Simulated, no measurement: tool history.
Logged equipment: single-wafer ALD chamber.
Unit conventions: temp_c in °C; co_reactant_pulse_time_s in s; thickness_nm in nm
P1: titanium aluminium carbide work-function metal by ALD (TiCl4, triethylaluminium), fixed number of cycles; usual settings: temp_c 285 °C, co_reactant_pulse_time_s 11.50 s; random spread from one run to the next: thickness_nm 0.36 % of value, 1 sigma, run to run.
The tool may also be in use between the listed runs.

| run | day | temp_c | co_reactant_pulse_time_s | hours since the last thermocouple change | hours since the last triethylaluminium bottle change | thickness_nm |
|---|---|---|---|---|---|---|
| 1 | 0.308 | 285 | 11.50 | 782.5 | 827.5 | 1.9628 |
| 2 | 0.875 | 285 | 11.50 | 796.1 | 841.1 | 1.9738 |
| 3 | 1.217 | 300 | 6.74 | 804.3 | 849.3 | 1.9290 |
| 4 | 1.583 | 285 | 11.50 | 813.1 | 858.1 | 1.9712 |
| 5 | 1.921 | 295 | 6.84 | 821.2 | 866.2 | 1.9022 |
| 6 | 2.462 | 271 | 16.97 | 834.2 | 879.2 | 1.8740 |
| 7 | 2.975 | 309 | 11.50 | 846.5 | 891.5 | 2.1834 |
|  | 3.421 | triethylaluminium bottle replaced |
| 8 | 3.496 | 285 | 11.50 | 859.0 | 1.9 | 1.9711 |
| 9 | 4.025 | 285 | 4.42 | 871.7 | 14.6 | 1.5672 |
| 10 | 4.417 | 285 | 17.64 | 881.1 | 24.0 | 2.0031 |
| 11 | 4.900 | 265 | 11.50 | 892.7 | 35.6 | 1.7838 |
| 12 | 5.350 | 285 | 11.50 | 903.5 | 46.4 | 1.9823 |
| 13 | 5.700 | 285 | 11.50 | 911.9 | 54.8 | 1.9480 |
| 14 | 6.017 | 285 | 11.50 | 919.5 | 62.4 | 1.9262 |
| 15 | 6.304 | 285 | 11.50 | 926.4 | 69.3 | 1.9207 |
| 16 | 6.700 | 285 | 11.50 | 935.9 | 78.8 | 1.9160 |
| 17 | 7.150 | 285 | 11.50 | 946.7 | 89.6 | 1.9101 |
| 18 | 7.592 | 285 | 11.50 | 957.3 | 100.2 | 1.9257 |

Compared with where it was, what P1 gives has crept away. Each cause listed below fits the log as well as the rest, at the size given for it:
A: wafer temperature below the value expected at the setpoint (K) = 5.25
B: triethylaluminium dose below that of a fresh bottle (%) = 20.4
The onset of the drift is placed at about day 5.350.

Which of the 4 check runs listed below separates the causes, so that each cause would produce a clearly different result? Each run uses one wafer, and its results are marked with question marks.
| check 1 | 8.033 | 299 | 11.50 |  |  | ? |
| check 2 | 8.033 | 304 | 11.50 |  |  | ? |
| check 3 | 8.033 | 306 | 7.61 |  |  | ? |
| check 4 | 8.033 | 301 | 11.50 |  |  | ? |

What each check would give under each cause:
| check | result | if A | if B |
|---|---|---|---|
| check 1 | thickness_nm | 2.0480 | 2.0455 |
| check 2 | thickness_nm | 2.0936 | 2.0901 |
| check 3 | thickness_nm | 1.9966 | 1.9291 |
| check 4 | thickness_nm | 2.0663 | 2.0633 |
Distance between the nearest two causes, measured in the result of the check that separates them most: check 1 0.13 %; check 2 0.17 %; check 3 3.44 %; check 4 0.14 %
Of the check runs offered, only check 3 discriminates between the causes; the rest would read about the same regardless of which cause applies.

With check 3 done, the readings were: thickness_nm 1.9966 nm. Identify which of the listed causes applies.

It was cause A: wafer temperature below the value expected at the setpoint (K).
